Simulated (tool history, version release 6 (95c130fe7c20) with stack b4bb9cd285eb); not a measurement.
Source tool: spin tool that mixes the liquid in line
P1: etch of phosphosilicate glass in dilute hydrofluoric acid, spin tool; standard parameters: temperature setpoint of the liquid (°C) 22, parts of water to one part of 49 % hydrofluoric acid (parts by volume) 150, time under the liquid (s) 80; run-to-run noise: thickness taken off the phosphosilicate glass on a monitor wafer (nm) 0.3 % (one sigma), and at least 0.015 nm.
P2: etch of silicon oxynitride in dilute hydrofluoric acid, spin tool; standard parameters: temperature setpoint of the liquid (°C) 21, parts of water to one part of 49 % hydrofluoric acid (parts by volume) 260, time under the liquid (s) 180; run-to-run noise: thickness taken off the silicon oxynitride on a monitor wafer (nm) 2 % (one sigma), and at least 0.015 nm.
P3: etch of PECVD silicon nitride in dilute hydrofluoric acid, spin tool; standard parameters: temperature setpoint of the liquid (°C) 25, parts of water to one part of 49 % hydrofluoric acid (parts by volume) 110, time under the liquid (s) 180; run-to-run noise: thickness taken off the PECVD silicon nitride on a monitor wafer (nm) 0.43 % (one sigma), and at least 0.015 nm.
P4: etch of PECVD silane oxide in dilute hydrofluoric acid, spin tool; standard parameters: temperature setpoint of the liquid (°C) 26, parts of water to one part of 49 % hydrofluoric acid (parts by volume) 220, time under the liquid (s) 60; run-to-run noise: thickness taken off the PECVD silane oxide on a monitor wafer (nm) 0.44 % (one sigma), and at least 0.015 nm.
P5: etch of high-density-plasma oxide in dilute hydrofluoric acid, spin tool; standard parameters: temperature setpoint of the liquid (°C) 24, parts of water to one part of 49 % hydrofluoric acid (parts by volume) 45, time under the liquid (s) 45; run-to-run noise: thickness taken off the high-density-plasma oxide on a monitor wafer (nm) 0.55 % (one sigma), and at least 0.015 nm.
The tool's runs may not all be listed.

run,hour,process that ran,temperature setpoint of the liquid (°C),parts of water to one part of 49 % hydrofluoric acid (parts by volume),time under the liquid (s),hours since the thermometer was replaced,hours since the hydrofluoric acid flow meter was replaced,thickness taken off the phosphosilicate glass on a monitor wafer (nm),thickness taken off the high-density-plasma oxide on a monitor wafer (nm),thickness taken off the silicon oxynitride on a monitor wafer (nm),thickness taken off the PECVD silane oxide on a monitor wafer (nm),thickness taken off the PECVD silicon nitride on a monitor wafer (nm)
1,2.6,P1,22,150,80,1188,269,33.36,,,,
2,8.1,P1,22,150,80,1193.5,274.5,33.566,,,,
3,12.1,P1,18.5,150,155,1197.5,278.5,56.453,,,,
4,15.3,P5,28,45,45,1200.7,281.7,,7.6845,,,
5,19.7,P2,21,455,180,1205.1,286.1,,,0.6789,,
6,24.9,P5,24,45,45,1210.3,291.3,,6.5032,,,
7,29.3,P4,26,220,15,1214.7,295.7,,,,1.1741,
8,31.9,P1,22,150,80,1217.3,298.3,33.464,,,,
9,35.1,P4,26,80,60,1220.5,301.5,,,,15.525,
10,40.3,P1,22,150,135,1225.7,306.7,56.558,,,,
11,44.7,P5,24,65,45,1230.1,311.1,,4.4054,,,
12,48,P1,22,150,80,1233.4,314.4,33.473,,,,
13,50.8,P3,25,110,180,1236.2,317.2,,,,,5.9242
14,53.3,P2,27.5,260,180,1238.7,319.7,,,1.6835,,
15,57.5,P1,26,150,80,1242.9,323.9,39.055,,,,
16,62.7,P1,22,30,80,1248.1,329.1,194.31,,,,
17,65.4,P1,22,150,40,1250.8,331.8,16.829,,,,
18,69.1,P1,22,150,80,1254.5,335.5,33.415,,,,
19,74.6,P1,22,150,80,1260,341,33.616,,,,
20,79.4,P2,21,260,180,1264.8,345.8,,,1.2975,,
21,82.3,P1,17,150,155,1267.7,348.7,53.394,,,,
22,86.9,P3,32,110,180,1272.3,353.3,,,,,9.288
23,91.4,P2,21,260,60,1276.8,357.8,,,0.43518,,
24,94.9,P4,26,220,60,1280.3,361.3,,,,4.7612,
25,98.4,P3,25,165,180,1283.8,364.8,,,,,4.008
26,103.8,P1,22,270,80,1289.2,370.2,16.429,,,,
27,106.2,P1,17,150,80,1291.6,372.6,27.236,,,,
28,109.5,P5,24,45,70,1294.9,375.9,,10.272,,,
29,114.5,P2,21,260,180,1299.9,380.9,,,1.3007,,
30,119.7,P1,22,150,80,1305.1,386.1,33.668,,,,
31,122.1,P4,26,220,60,1307.5,388.5,,,,4.7624,

Expected results for the next run?
32,125.6,P3,25,110,335,1311,392,,,,,?

Run 32 yielded thickness taken off the PECVD silicon nitride on a monitor wafer (nm) 11.024.
